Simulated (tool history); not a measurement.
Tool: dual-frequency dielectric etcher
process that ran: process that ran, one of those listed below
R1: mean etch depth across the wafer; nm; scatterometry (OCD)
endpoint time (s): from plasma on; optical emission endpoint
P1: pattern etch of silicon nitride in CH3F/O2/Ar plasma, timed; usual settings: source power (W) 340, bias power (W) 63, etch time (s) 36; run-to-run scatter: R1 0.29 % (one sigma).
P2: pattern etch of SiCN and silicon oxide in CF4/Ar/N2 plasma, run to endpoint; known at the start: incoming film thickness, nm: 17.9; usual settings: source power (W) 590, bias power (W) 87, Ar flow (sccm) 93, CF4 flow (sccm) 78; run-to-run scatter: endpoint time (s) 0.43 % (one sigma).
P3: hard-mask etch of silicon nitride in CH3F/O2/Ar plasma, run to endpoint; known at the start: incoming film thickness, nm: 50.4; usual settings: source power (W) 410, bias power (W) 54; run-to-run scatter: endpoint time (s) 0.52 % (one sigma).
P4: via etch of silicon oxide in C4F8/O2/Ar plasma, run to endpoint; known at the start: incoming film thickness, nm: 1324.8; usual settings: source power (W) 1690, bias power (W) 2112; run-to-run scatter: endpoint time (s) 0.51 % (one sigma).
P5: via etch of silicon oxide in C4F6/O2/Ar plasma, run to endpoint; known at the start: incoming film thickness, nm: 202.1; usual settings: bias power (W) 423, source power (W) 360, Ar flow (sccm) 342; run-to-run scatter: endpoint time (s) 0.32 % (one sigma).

run 1 hour=3.2 | process_that_ran=P1 source_power_(W)=340 bias_power_(W)=63 etch_time_(s)=36 | R1=22.682
run 2 hour=6.2 | process_that_ran=P1 source_power_(W)=340 bias_power_(W)=63 etch_time_(s)=36 | R1=22.845
run 3 hour=10.9 | process_that_ran=P1 source_power_(W)=340 bias_power_(W)=63 etch_time_(s)=36 | R1=22.650
run 4 hour=15.1 | process_that_ran=P2 source_power_(W)=590 bias_power_(W)=87 Ar_flow_(sccm)=61 CF4_flow_(sccm)=78 | endpoint_time_(s)=14.300
run 5 hour=18.6 | process_that_ran=P1 source_power_(W)=340 bias_power_(W)=82 etch_time_(s)=20 | R1=13.876
run 6 hour=21.6 | process_that_ran=P3 source_power_(W)=410 bias_power_(W)=31 | endpoint_time_(s)=94.948
run 7 hour=23.9 | process_that_ran=P2 source_power_(W)=590 bias_power_(W)=87 Ar_flow_(sccm)=93 CF4_flow_(sccm)=78 | endpoint_time_(s)=14.984
run 8 hour=27.8 | process_that_ran=P5 source_power_(W)=250 bias_power_(W)=423 Ar_flow_(sccm)=342 | endpoint_time_(s)=53.284
run 9 hour=32.2 | process_that_ran=P1 source_power_(W)=340 bias_power_(W)=63 etch_time_(s)=25 | R1=15.756
run 10 hour=35.0 | process_that_ran=P3 source_power_(W)=300 bias_power_(W)=54 | endpoint_time_(s)=90.564
run 11 hour=37.7 | process_that_ran=P1 source_power_(W)=340 bias_power_(W)=46 etch_time_(s)=36 | R1=20.462
run 12 hour=40.9 | process_that_ran=P2 source_power_(W)=360 bias_power_(W)=87 Ar_flow_(sccm)=93 CF4_flow_(sccm)=78 | endpoint_time_(s)=23.240
run 13 hour=44.9 | process_that_ran=P1 source_power_(W)=340 bias_power_(W)=86 etch_time_(s)=36 | R1=25.410
run 14 hour=47.9 | process_that_ran=P1 source_power_(W)=400 bias_power_(W)=63 etch_time_(s)=36 | R1=24.078
run 15 hour=52.2 | process_that_ran=P5 source_power_(W)=360 bias_power_(W)=562 Ar_flow_(sccm)=342 | endpoint_time_(s)=42.058
run 16 hour=54.4 | process_that_ran=P4 source_power_(W)=1690 bias_power_(W)=2992 | endpoint_time_(s)=244.410
run 17 hour=57.8 | process_that_ran=P5 source_power_(W)=360 bias_power_(W)=423 Ar_flow_(sccm)=342 | endpoint_time_(s)=46.674
run 18 hour=61.4 | process_that_ran=P1 source_power_(W)=340 bias_power_(W)=63 etch_time_(s)=36 | R1=22.635
run 19 hour=65.1 | process_that_ran=P3 source_power_(W)=410 bias_power_(W)=54 | endpoint_time_(s)=81.039
run 20 hour=69.3 | process_that_ran=P1 source_power_(W)=420 bias_power_(W)=87 etch_time_(s)=36 | R1=27.385
run 21 hour=71.7 | process_that_ran=P2 source_power_(W)=590 bias_power_(W)=87 Ar_flow_(sccm)=93 CF4_flow_(sccm)=104 | endpoint_time_(s)=14.409
run 22 hour=75.3 | process_that_ran=P1 source_power_(W)=340 bias_power_(W)=63 etch_time_(s)=36 | R1=22.747
run 23 hour=79.9 | process_that_ran=P4 source_power_(W)=1020 bias_power_(W)=2112 | endpoint_time_(s)=332.280
run 24 hour=84.0 | process_that_ran=P1 source_power_(W)=340 bias_power_(W)=63 etch_time_(s)=47 | R1=29.733
run 25 hour=87.6 | process_that_ran=P1 source_power_(W)=340 bias_power_(W)=63 etch_time_(s)=36 | R1=22.729
run 26 hour=90.5 | process_that_ran=P5 source_power_(W)=360 bias_power_(W)=423 Ar_flow_(sccm)=475 | endpoint_time_(s)=48.606

Forecast run 27:
run 27 hour=93.6 | process_that_ran=P1 source_power_(W)=220 bias_power_(W)=63 etch_time_(s)=36 | R1=?

Run 27 gave R1 19.275 nm.
